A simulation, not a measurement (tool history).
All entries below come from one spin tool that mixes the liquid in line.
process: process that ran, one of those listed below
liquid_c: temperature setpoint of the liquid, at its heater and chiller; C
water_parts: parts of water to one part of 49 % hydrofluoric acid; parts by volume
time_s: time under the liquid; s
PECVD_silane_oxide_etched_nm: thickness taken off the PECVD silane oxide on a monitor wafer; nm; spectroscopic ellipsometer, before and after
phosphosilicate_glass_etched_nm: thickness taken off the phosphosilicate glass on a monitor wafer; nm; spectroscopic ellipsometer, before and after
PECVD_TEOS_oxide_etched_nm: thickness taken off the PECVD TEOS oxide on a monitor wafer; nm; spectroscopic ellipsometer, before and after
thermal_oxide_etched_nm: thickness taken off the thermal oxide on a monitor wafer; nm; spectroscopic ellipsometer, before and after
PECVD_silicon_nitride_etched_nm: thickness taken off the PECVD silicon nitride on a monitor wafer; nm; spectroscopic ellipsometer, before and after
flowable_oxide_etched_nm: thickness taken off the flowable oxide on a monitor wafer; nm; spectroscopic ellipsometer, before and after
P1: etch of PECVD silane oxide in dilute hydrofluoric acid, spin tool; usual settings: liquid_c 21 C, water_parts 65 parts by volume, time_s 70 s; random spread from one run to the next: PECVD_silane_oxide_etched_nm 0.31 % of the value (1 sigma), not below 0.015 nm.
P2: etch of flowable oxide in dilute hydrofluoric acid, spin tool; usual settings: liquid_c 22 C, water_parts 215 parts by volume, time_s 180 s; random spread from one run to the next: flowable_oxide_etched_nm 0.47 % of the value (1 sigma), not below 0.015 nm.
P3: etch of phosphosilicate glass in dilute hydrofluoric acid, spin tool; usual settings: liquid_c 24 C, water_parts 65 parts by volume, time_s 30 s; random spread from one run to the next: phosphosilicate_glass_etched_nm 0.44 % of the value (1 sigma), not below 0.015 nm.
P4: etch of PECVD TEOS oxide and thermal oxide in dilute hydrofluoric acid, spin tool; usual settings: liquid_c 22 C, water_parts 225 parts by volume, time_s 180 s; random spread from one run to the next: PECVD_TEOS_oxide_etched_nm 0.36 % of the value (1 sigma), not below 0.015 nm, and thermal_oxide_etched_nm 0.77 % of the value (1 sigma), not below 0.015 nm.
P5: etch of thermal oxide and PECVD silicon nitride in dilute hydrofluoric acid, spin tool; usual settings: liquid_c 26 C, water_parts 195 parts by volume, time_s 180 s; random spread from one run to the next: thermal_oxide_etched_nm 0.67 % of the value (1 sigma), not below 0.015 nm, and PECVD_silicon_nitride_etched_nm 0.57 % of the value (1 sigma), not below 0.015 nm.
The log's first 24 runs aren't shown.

| run | hour | process | liquid_c | water_parts | time_s | hours since the thermometer was replaced | hours since the hydrofluoric acid flow meter was replaced | PECVD_silane_oxide_etched_nm | phosphosilicate_glass_etched_nm | PECVD_TEOS_oxide_etched_nm | thermal_oxide_etched_nm | PECVD_silicon_nitride_etched_nm | flowable_oxide_etched_nm |
|---|---|---|---|---|---|---|---|---|---|---|---|---|---|
| 25 | 218.5 | P4 | 22 | 60 | 180 | 1359.1 | 1273.1 |  |  | 37.892 | 13.592 |  |  |
| 26 | 230 | P3 | 17.5 | 65 | 30 | 1370.6 | 1284.6 |  | 62.067 |  |  |  |  |
| 27 | 239.8 | P1 | 17 | 65 | 70 | 1380.4 | 1294.4 | 24.495 |  |  |  |  |  |
| 28 | 246.9 | P5 | 26 | 195 | 35 | 1387.5 | 1301.5 |  |  |  | 0.79709 | 0.7434 |  |
| 29 | 257.1 | P1 | 21 | 65 | 70 | 1397.7 | 1311.7 | 28.919 |  |  |  |  |  |
| 30 | 266.2 | P2 | 22 | 215 | 50 | 1406.8 | 1320.8 |  |  |  |  |  | 7.6354 |
| 31 | 277.4 | P1 | 21 | 65 | 70 | 1418 | 1332 | 28.867 |  |  |  |  |  |
| 32 | 289.1 | P1 | 21 | 65 | 70 | 1429.7 | 1343.7 | 29.768 |  |  |  |  |  |

The next listed run, before its measurement:
| 33 | 297.8 | P1 | 21 | 65 | 70 | 1438.4 | 1352.4 | ? |  |  |  |  |  |

PECVD_silane_oxide_etched_nm: 30.187 nm
